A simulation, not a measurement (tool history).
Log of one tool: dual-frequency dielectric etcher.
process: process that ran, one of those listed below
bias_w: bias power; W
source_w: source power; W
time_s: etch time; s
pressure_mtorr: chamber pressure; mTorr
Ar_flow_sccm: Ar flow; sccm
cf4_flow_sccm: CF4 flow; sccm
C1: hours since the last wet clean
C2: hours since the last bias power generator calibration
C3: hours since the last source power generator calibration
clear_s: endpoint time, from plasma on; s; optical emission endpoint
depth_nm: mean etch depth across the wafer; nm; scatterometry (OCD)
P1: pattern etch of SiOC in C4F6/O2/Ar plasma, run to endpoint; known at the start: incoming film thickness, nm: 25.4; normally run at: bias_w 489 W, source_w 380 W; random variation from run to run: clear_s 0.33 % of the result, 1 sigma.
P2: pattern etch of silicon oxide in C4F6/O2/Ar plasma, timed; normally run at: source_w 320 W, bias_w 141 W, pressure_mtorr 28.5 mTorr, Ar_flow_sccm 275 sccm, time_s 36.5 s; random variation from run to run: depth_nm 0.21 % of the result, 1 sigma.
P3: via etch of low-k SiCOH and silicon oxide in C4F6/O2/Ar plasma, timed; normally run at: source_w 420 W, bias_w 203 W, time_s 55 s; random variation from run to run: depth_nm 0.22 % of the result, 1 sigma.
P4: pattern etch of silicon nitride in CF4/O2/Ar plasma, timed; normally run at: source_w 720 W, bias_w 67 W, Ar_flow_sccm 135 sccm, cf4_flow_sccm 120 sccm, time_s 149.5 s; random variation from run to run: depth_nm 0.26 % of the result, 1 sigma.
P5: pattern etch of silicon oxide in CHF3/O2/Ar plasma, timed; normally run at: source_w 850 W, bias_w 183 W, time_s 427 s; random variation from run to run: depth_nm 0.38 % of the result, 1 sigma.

{"run": 1, "day": 0.117, "process": "P1", "bias_w": 489, "source_w": 380, "C1": 366.2, "C2": 3014, "C3": 2209.1, "clear_s": 8.7606}
{"run": 2, "day": 0.275, "process": "P5", "bias_w": 183, "source_w": 850, "time_s": 235, "C1": 370, "C2": 3017.8, "C3": 2212.9, "depth_nm": 545.58}
{"run": 3, "day": 0.421, "process": "P1", "bias_w": 489, "source_w": 380, "C1": 373.5, "C2": 3021.3, "C3": 2216.4, "clear_s": 8.792}
{"run": 4, "day": 0.658, "process": "P1", "bias_w": 489, "source_w": 380, "C1": 379.2, "C2": 3027, "C3": 2222.1, "clear_s": 8.7622}
{"run": 5, "day": 0.871, "process": "P2", "bias_w": 141, "source_w": 320, "time_s": 36.5, "pressure_mtorr": 28.5, "Ar_flow_sccm": 275, "C1": 384.3, "C2": 3032.1, "C3": 2227.2, "depth_nm": 101.73}
{"run": 6, "day": 1.092, "process": "P1", "bias_w": 489, "source_w": 480, "C1": 389.6, "C2": 3037.4, "C3": 2232.5, "clear_s": 8.0134}
{"run": 7, "day": 1.279, "process": "P4", "bias_w": 67, "source_w": 720, "time_s": 149.5, "Ar_flow_sccm": 135, "cf4_flow_sccm": 120, "C1": 394.1, "C2": 3041.9, "C3": 2237, "depth_nm": 431.67}
{"run": 8, "day": 1.533, "process": "P2", "bias_w": 141, "source_w": 320, "time_s": 36.5, "pressure_mtorr": 28.5, "Ar_flow_sccm": 224, "C1": 400.2, "C2": 3048, "C3": 2243.1, "depth_nm": 104.13}
{"run": 9, "day": 1.708, "process": "P2", "bias_w": 141, "source_w": 420, "time_s": 36.5, "pressure_mtorr": 28.5, "Ar_flow_sccm": 275, "C1": 404.4, "C2": 3052.2, "C3": 2247.3, "depth_nm": 113.33}
{"run": 10, "day": 1.896, "process": "P4", "bias_w": 67, "source_w": 720, "time_s": 90, "Ar_flow_sccm": 135, "cf4_flow_sccm": 120, "C1": 408.9, "C2": 3056.7, "C3": 2251.8, "depth_nm": 261.02}
{"run": 11, "day": 2.008, "process": "P5", "bias_w": 183, "source_w": 1100, "time_s": 427, "C1": 411.6, "C2": 3059.4, "C3": 2254.5, "depth_nm": 1091.2}
{"run": 12, "day": 2.15, "process": "P4", "bias_w": 67, "source_w": 720, "time_s": 149.5, "Ar_flow_sccm": 79, "cf4_flow_sccm": 120, "C1": 415, "C2": 3062.8, "C3": 2257.9, "depth_nm": 457.78}
{"run": 13, "day": 2.321, "process": "P5", "bias_w": 239, "source_w": 850, "time_s": 427, "C1": 419.1, "C2": 3066.9, "C3": 2262, "depth_nm": 1084.9}
{"run": 14, "day": 2.517, "process": "P3", "bias_w": 203, "source_w": 580, "time_s": 55, "C1": 423.8, "C2": 3071.6, "C3": 2266.7, "depth_nm": 166.91}
{"run": 15, "day": 2.679, "process": "P3", "bias_w": 131, "source_w": 420, "time_s": 55, "C1": 427.7, "C2": 3075.5, "C3": 2270.6, "depth_nm": 128.59}
{"run": 16, "day": 2.825, "process": "P3", "bias_w": 203, "source_w": 420, "time_s": 55, "C1": 431.2, "C2": 3079, "C3": 2274.1, "depth_nm": 147.52}
{"run": 17, "day": 3.058, "process": "P1", "bias_w": 605, "source_w": 380, "C1": 436.8, "C2": 3084.6, "C3": 2279.7, "clear_s": 8.1053}
{"run": 18, "day": 3.275, "process": "P1", "bias_w": 489, "source_w": 380, "C1": 442, "C2": 3089.8, "C3": 2284.9, "clear_s": 8.7556}
{"run": 19, "day": 3.471, "process": "P2", "bias_w": 187, "source_w": 320, "time_s": 36.5, "pressure_mtorr": 28.5, "Ar_flow_sccm": 275, "C1": 446.7, "C2": 3094.5, "C3": 2289.6, "depth_nm": 111.25}
{"run": 20, "day": 3.729, "process": "P4", "bias_w": 42, "source_w": 720, "time_s": 149.5, "Ar_flow_sccm": 135, "cf4_flow_sccm": 120, "C1": 452.9, "C2": 3100.7, "C3": 2295.8, "depth_nm": 362.48}
{"run": 21, "day": 3.921, "process": "P1", "bias_w": 662, "source_w": 240, "C1": 457.5, "C2": 3105.3, "C3": 2300.4, "clear_s": 9.2223}
{"run": 22, "day": 4.179, "process": "P2", "bias_w": 141, "source_w": 320, "time_s": 36.5, "pressure_mtorr": 28.5, "Ar_flow_sccm": 275, "C1": 463.7, "C2": 3111.5, "C3": 2306.6, "depth_nm": 102.11}
{"run": 23, "day": 4.354, "process": "P2", "bias_w": 141, "source_w": 320, "time_s": 21.5, "pressure_mtorr": 28.5, "Ar_flow_sccm": 275, "C1": 467.9, "C2": 3115.7, "C3": 2310.8, "depth_nm": 60.021}
{"run": 24, "day": 4.579, "process": "P1", "bias_w": 489, "source_w": 280, "C1": 473.3, "C2": 3121.1, "C3": 2316.2, "clear_s": 9.8402}
{"run": 25, "day": 4.771, "process": "P1", "bias_w": 350, "source_w": 380, "C1": 477.9, "C2": 3125.7, "C3": 2320.8, "clear_s": 9.8957}
{"run": 26, "day": 4.946, "process": "P5", "bias_w": 183, "source_w": 850, "time_s": 427, "C1": 482.1, "C2": 3129.9, "C3": 2325, "depth_nm": 986.66}
{"run": 27, "day": 5.104, "process": "P4", "bias_w": 67, "source_w": 720, "time_s": 149.5, "Ar_flow_sccm": 135, "cf4_flow_sccm": 77, "C1": 485.9, "C2": 3133.7, "C3": 2328.8, "depth_nm": 410.58}
{"run": 28, "day": 5.288, "process": "P1", "bias_w": 489, "source_w": 380, "C1": 490.3, "C2": 3138.1, "C3": 2333.2, "clear_s": 8.7036}
{"run": 29, "day": 5.404, "process": "P2", "bias_w": 141, "source_w": 320, "time_s": 36.5, "pressure_mtorr": 35, "Ar_flow_sccm": 275, "C1": 493.1, "C2": 3140.9, "C3": 2336, "depth_nm": 99.483}
{"run": 30, "day": 5.538, "process": "P4", "bias_w": 67, "source_w": 530, "time_s": 149.5, "Ar_flow_sccm": 135, "cf4_flow_sccm": 120, "C1": 496.3, "C2": 3144.1, "C3": 2339.2, "depth_nm": 331.33}
{"run": 31, "day": 5.796, "process": "P3", "bias_w": 203, "source_w": 420, "time_s": 67.5, "C1": 502.5, "C2": 3150.3, "C3": 2345.4, "depth_nm": 181.09}
{"run": 32, "day": 5.933, "process": "P1", "bias_w": 489, "source_w": 380, "C1": 505.8, "C2": 3153.6, "C3": 2348.7, "clear_s": 8.7533}
{"run": 33, "day": 6.175, "process": "P1", "bias_w": 489, "source_w": 380, "C1": 511.6, "C2": 3159.4, "C3": 2354.5, "clear_s": 8.6941}

Run 34 comes next. What will it give?
{"run": 34, "day": 6.329, "process": "P1", "bias_w": 489, "source_w": 380, "C1": 515.3, "C2": 3163.1, "C3": 2358.2, "clear_s": "?"}

Run 34 gave clear_s 8.6994 s.
